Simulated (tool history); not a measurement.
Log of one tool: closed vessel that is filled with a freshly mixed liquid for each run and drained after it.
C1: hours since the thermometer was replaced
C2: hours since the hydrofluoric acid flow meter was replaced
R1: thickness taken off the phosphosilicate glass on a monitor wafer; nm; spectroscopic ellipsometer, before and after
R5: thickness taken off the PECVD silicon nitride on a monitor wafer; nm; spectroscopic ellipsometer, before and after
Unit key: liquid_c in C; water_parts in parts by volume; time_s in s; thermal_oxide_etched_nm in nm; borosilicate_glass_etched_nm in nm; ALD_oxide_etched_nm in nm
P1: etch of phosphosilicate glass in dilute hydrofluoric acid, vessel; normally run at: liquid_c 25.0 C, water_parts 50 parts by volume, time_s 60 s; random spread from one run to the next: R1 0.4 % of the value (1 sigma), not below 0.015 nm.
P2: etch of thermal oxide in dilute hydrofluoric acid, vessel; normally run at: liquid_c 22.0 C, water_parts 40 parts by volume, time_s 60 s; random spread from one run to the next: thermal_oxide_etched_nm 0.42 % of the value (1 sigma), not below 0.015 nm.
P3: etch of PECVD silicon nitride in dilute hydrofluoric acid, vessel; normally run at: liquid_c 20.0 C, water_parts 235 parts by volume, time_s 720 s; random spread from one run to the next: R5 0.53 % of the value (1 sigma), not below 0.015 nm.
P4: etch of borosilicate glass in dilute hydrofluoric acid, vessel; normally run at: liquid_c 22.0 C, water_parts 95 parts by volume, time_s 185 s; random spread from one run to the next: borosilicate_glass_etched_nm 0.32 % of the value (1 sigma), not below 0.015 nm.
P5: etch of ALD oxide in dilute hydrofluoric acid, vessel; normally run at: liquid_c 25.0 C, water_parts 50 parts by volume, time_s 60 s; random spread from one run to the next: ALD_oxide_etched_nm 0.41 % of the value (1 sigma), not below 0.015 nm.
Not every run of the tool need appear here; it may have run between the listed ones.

run 1 day=0.212 | process=P1 liquid_c=25.0 water_parts=50 time_s=60 | C1=1286.7 C2=385.4 | R1=239.260
run 2 day=0.533 | process=P1 liquid_c=20.0 water_parts=50 time_s=100 | C1=1294.4 C2=393.1 | R1=324.090
run 3 day=0.750 | process=P1 liquid_c=25.0 water_parts=85 time_s=30 | C1=1299.6 C2=398.3 | R1=66.978
run 4 day=0.975 | process=P2 liquid_c=22.0 water_parts=40 time_s=60 | C1=1305.0 C2=403.7 | thermal_oxide_etched_nm=6.9640
run 5 day=1.238 | process=P4 liquid_c=22.0 water_parts=50 time_s=185 | C1=1311.3 C2=410.0 | borosilicate_glass_etched_nm=98.299
run 6 day=1.454 | process=P5 liquid_c=20.0 water_parts=50 time_s=60 | C1=1316.5 C2=415.2 | ALD_oxide_etched_nm=27.623
run 7 day=1.696 | process=P2 liquid_c=17.0 water_parts=40 time_s=60 | C1=1322.3 C2=421.0 | thermal_oxide_etched_nm=5.6089
run 8 day=1.862 | process=P3 liquid_c=20.0 water_parts=235 time_s=70 | C1=1326.3 C2=425.0 | R5=1.1819
run 9 day=2.138 | process=P1 liquid_c=25.0 water_parts=50 time_s=60 | C1=1332.9 C2=431.6 | R1=238.730
run 10 day=2.396 | process=P4 liquid_c=22.0 water_parts=95 time_s=185 | C1=1339.1 C2=437.8 | borosilicate_glass_etched_nm=49.178
run 11 day=2.604 | process=P1 liquid_c=25.0 water_parts=50 time_s=60 | C1=1344.1 C2=442.8 | R1=239.040
run 12 day=2.933 | process=P2 liquid_c=22.0 water_parts=40 time_s=115 | C1=1352.0 C2=450.7 | thermal_oxide_etched_nm=13.4200
run 13 day=3.117 | process=P2 liquid_c=22.0 water_parts=20 time_s=60 | C1=1356.4 C2=455.1 | thermal_oxide_etched_nm=14.3450
run 14 day=3.388 | process=P1 liquid_c=25.0 water_parts=50 time_s=35 | C1=1362.9 C2=461.6 | R1=139.300
run 15 day=3.612 | process=P5 liquid_c=25.0 water_parts=50 time_s=60 | C1=1368.3 C2=467.0 | ALD_oxide_etched_nm=34.140
run 16 day=3.892 | process=P1 liquid_c=25.0 water_parts=25 time_s=60 | C1=1375.0 C2=473.7 | R1=500.310
run 17 day=4.225 | process=P3 liquid_c=20.0 water_parts=235 time_s=720 | C1=1383.0 C2=481.7 | R5=12.2860
-- day=4.358 thermometer replaced
run 18 day=4.500 | process=P1 liquid_c=25.0 water_parts=50 time_s=60 | C1=3.4 C2=488.3 | R1=238.960
run 19 day=4.746 | process=P4 liquid_c=17.5 water_parts=95 time_s=185 | C1=9.3 C2=494.2 | borosilicate_glass_etched_nm=40.834
run 20 day=5.029 | process=P1 liquid_c=33.5 water_parts=50 time_s=60 | C1=16.1 C2=501.0 | R1=334.350
run 21 day=5.208 | process=P3 liquid_c=17.0 water_parts=235 time_s=720 | C1=20.4 C2=505.3 | R5=9.9663
run 22 day=5.550 | process=P5 liquid_c=25.0 water_parts=50 time_s=30 | C1=28.6 C2=513.5 | ALD_oxide_etched_nm=17.085
run 23 day=5.708 | process=P4 liquid_c=22.0 water_parts=95 time_s=185 | C1=32.4 C2=517.3 | borosilicate_glass_etched_nm=49.084
run 24 day=5.896 | process=P5 liquid_c=25.0 water_parts=70 time_s=60 | C1=36.9 C2=521.8 | ALD_oxide_etched_nm=23.710
run 25 day=6.158 | process=P1 liquid_c=25.0 water_parts=50 time_s=100 | C1=43.2 C2=528.1 | R1=397.680
run 26 day=6.312 | process=P4 liquid_c=22.0 water_parts=95 time_s=70 | C1=46.9 C2=531.8 | borosilicate_glass_etched_nm=18.545
run 27 day=6.646 | process=P1 liquid_c=19.5 water_parts=50 time_s=60 | C1=54.9 C2=539.8 | R1=190.640
run 28 day=6.883 | process=P1 liquid_c=25.0 water_parts=50 time_s=60 | C1=60.6 C2=545.5 | R1=238.950
run 29 day=7.121 | process=P1 liquid_c=25.0 water_parts=50 time_s=60 | C1=66.3 C2=551.2 | R1=237.600
run 30 day=7.379 | process=P3 liquid_c=20.0 water_parts=50 time_s=720 | C1=72.5 C2=557.4 | R5=54.6180
run 31 day=7.658 | process=P1 liquid_c=25.0 water_parts=80 time_s=60 | C1=79.2 C2=564.1 | R1=143.550
run 32 day=7.929 | process=P1 liquid_c=25.0 water_parts=50 time_s=60 | C1=85.7 C2=570.6 | R1=240.970
run 33 day=8.200 | process=P1 liquid_c=25.0 water_parts=50 time_s=60 | C1=92.2 C2=577.1 | R1=232.950
run 34 day=8.538 | process=P1 liquid_c=25.0 water_parts=50 time_s=60 | C1=100.3 C2=585.2 | R1=224.350
run 35 day=8.783 | process=P1 liquid_c=25.0 water_parts=50 time_s=60 | C1=106.2 C2=591.1 | R1=223.170

Run 36 is up next; what results do you expect?
run 36 day=9.012 | process=P1 liquid_c=25.0 water_parts=50 time_s=60 | C1=111.7 C2=596.6 | R1=?

R1: 221.080 nm
